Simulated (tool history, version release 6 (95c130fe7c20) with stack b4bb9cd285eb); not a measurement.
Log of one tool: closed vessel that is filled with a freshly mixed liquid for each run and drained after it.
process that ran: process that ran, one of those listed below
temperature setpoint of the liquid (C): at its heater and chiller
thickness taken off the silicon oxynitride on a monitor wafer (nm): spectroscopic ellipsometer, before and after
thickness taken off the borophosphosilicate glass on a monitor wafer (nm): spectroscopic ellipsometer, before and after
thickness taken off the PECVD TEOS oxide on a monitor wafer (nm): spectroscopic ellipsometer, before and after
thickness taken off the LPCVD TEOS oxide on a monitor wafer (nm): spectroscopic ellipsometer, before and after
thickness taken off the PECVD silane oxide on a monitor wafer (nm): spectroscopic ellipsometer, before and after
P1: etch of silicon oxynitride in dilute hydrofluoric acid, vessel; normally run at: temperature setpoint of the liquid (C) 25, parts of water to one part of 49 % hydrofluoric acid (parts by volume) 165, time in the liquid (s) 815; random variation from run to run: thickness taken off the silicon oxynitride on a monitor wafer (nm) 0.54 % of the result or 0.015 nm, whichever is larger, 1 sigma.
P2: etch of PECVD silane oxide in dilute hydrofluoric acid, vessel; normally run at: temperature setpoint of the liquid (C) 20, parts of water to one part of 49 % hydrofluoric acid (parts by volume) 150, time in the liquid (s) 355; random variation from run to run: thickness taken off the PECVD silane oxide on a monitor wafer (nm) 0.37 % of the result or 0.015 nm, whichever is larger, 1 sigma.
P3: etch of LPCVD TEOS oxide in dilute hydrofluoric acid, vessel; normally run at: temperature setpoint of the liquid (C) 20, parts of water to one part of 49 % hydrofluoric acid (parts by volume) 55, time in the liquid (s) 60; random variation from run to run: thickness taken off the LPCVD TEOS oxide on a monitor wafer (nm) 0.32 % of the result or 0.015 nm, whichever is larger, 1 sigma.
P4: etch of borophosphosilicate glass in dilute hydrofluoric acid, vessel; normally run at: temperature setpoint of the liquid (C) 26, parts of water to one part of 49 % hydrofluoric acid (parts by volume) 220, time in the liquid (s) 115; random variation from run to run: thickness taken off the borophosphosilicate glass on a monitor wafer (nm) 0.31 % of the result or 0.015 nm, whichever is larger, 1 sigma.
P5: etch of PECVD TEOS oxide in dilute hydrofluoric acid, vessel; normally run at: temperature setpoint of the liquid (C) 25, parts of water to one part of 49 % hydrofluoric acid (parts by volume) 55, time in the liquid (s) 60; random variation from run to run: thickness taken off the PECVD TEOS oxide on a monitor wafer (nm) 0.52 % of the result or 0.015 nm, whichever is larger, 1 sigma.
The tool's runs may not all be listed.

run    day  process that ran  temperature setpoint of the liquid (C)  parts of water to one part of 49 % hydrofluoric acid (parts by volume)  time in the liquid (s)  thickness taken off the silicon oxynitride on a monitor wafer (nm)  thickness taken off the borophosphosilicate glass on a monitor wafer (nm)  thickness taken off the PECVD TEOS oxide on a monitor wafer (nm)  thickness taken off the LPCVD TEOS oxide on a monitor wafer (nm)  thickness taken off the PECVD silane oxide on a monitor wafer (nm)
  1    0.1                P1                                      25                                                                     165                     815                                                               7.027
  2  0.321                P4                                      26                                                                     220                     115                                                                                                                                         27.682
  3    0.5                P1                                      25                                                                     165                     815                                                              6.9691
  4  0.629                P5                                    19.5                                                                      55                      60                                                                                                                                                                                                           20.371
  5  0.829                P3                                    28.5                                                                      55                      60                                                                                                                                                                                                                                                                              79.85
  6  0.971                P3                                      20                                                                      55                      30                                                                                                                                                                                                                                                                              28.31
  7  1.154                P4                                      26                                                                     380                     115                                                                                                                                         13.584
  8  1.362                P5                                      25                                                                      95                      60                                                                                                                                                                                                           13.953
  9  1.496                P1                                      25                                                                     165                    1220                                                              10.509
 10  1.629                P5                                      25                                                                      55                      35                                                                                                                                                                                                           14.884
 11  1.754                P1                                      25                                                                     165                     815                                                              7.0195
 12  1.879                P1                                      25                                                                     250                     815                                                              4.2866
 13  2.104                P4                                    33.5                                                                     220                     115                                                                                                                                         35.812
 14  2.204                P1                                      25                                                                     165                     815                                                              6.9824
 15  2.396                P1                                      25                                                                     165                     815                                                              7.0205
     2.438  -- hydrofluoric acid flow meter replaced
 16  2.617                P2                                      17                                                                     150                     355                                                                                                                                                                                                                                                                                                                                                   32.4
 17  2.767                P4                                      26                                                                     220                      45                                                                                                                                         10.773
 18  2.917                P3                                      20                                                                      55                      60                                                                                                                                                                                                                                                                             56.433
 19  3.067                P2                                      20                                                                      65                     355                                                                                                                                                                                                                                                                                                                                                 92.927
 20  3.175                P1                                      25                                                                      60                     815                                                              21.005
 21  3.338                P1                                      20                                                                     165                     815                                                              5.5694
 22  3.562                P2                                      20                                                                     150                     190                                                                                                                                                                                                                                                                                                                                                 19.647
 23  3.754                P5                                      25                                                                      55                      60                                                                                                                                                                                                            25.22
 24  3.917                P1                                      25                                                                     165                      30                                                             0.24296
 25  4.079                P3                                      20                                                                      55                      60                                                                                                                                                                                                                                                                             56.585
 26  4.242                P5                                      25                                                                      55                      60                                                                                                                                                                                                           25.639
 27  4.383                P3                                      20                                                                      30                      60                                                                                                                                                                                                                                                                             106.73
 28  4.554                P1                                      32                                                                     165                     815                                                               9.511
 29  4.762                P1                                      25                                                                      45                    1585                                                              55.446
 30  4.867                P2                                      20                                                                     150                     355                                                                                                                                                                                                                                                                                                                                                 36.789
 31  5.012                P1                                      20                                                                     165                    1570                                                              10.739
 32  5.188                P1                                      25                                                                     165                     815                                                              7.0047
 33  5.304                P4                                      26                                                                     220                     115                                                                                                                                         27.701
 34  5.425                P1                                      25                                                                     165                     815                                                              7.0374
 35   5.55                P1                                      25                                                                     165                     815                                                              7.2158
 36  5.683                P1                                      25                                                                     165                     815                                                              7.4355
 37  5.821                P1                                      25                                                                     165                     815                                                              7.5086
 38  6.025                P1                                      25                                                                     165                     815                                                              7.6506
 39  6.192                P1                                      25                                                                     165                     815                                                              7.6232
 40  6.304                P1                                      25                                                                     165                     815                                                              7.5778

What P1 gives has crept away from where it was. These 2 causes fit the log equally well, each at the size given:
A: liquid hotter than its thermometer reads (K) = 1.75
B: hydrofluoric acid flow above the setpoint (%) = 7.13
The creep began at about day 5.425.

4 check runs are offered, one wafer each, their results left as question marks. Which one tells the causes apart?
check 1  6.417                P4                                      26                                                                     335                     115                                                                                                                                              ?
check 2  6.417                P2                                      20                                                                      80                     205                                                                                                                                                                                                                                                                                                                                                      ?
check 3  6.417                P5                                      25                                                                      80                      60                                                                                                                                                                                                                ?
check 4  6.417                P3                                      24                                                                      55                      30                                                                                                                                                                                                                                                                                  ?

What each check would give under each cause:
  check                                                                     result    if A    if B
check 1  thickness taken off the borophosphosilicate glass on a monitor wafer (nm)  17.052  17.635
check 2         thickness taken off the PECVD silane oxide on a monitor wafer (nm)  46.186   46.31
check 3           thickness taken off the PECVD TEOS oxide on a monitor wafer (nm)   18.08  18.199
check 4           thickness taken off the LPCVD TEOS oxide on a monitor wafer (nm)  35.802  35.891
How far apart the two closest causes lie, in the result that separates them most: check 1 3.36 %; check 2 0.27 %; check 3 0.65 %; check 4 0.25 %
Check 1 tells the causes apart: in the others they would give nearly the same result.

Then check 1 was run and gave: thickness taken off the borophosphosilicate glass on a monitor wafer (nm) 16.975. Which cause is it?

It is A: liquid hotter than its thermometer reads (K).

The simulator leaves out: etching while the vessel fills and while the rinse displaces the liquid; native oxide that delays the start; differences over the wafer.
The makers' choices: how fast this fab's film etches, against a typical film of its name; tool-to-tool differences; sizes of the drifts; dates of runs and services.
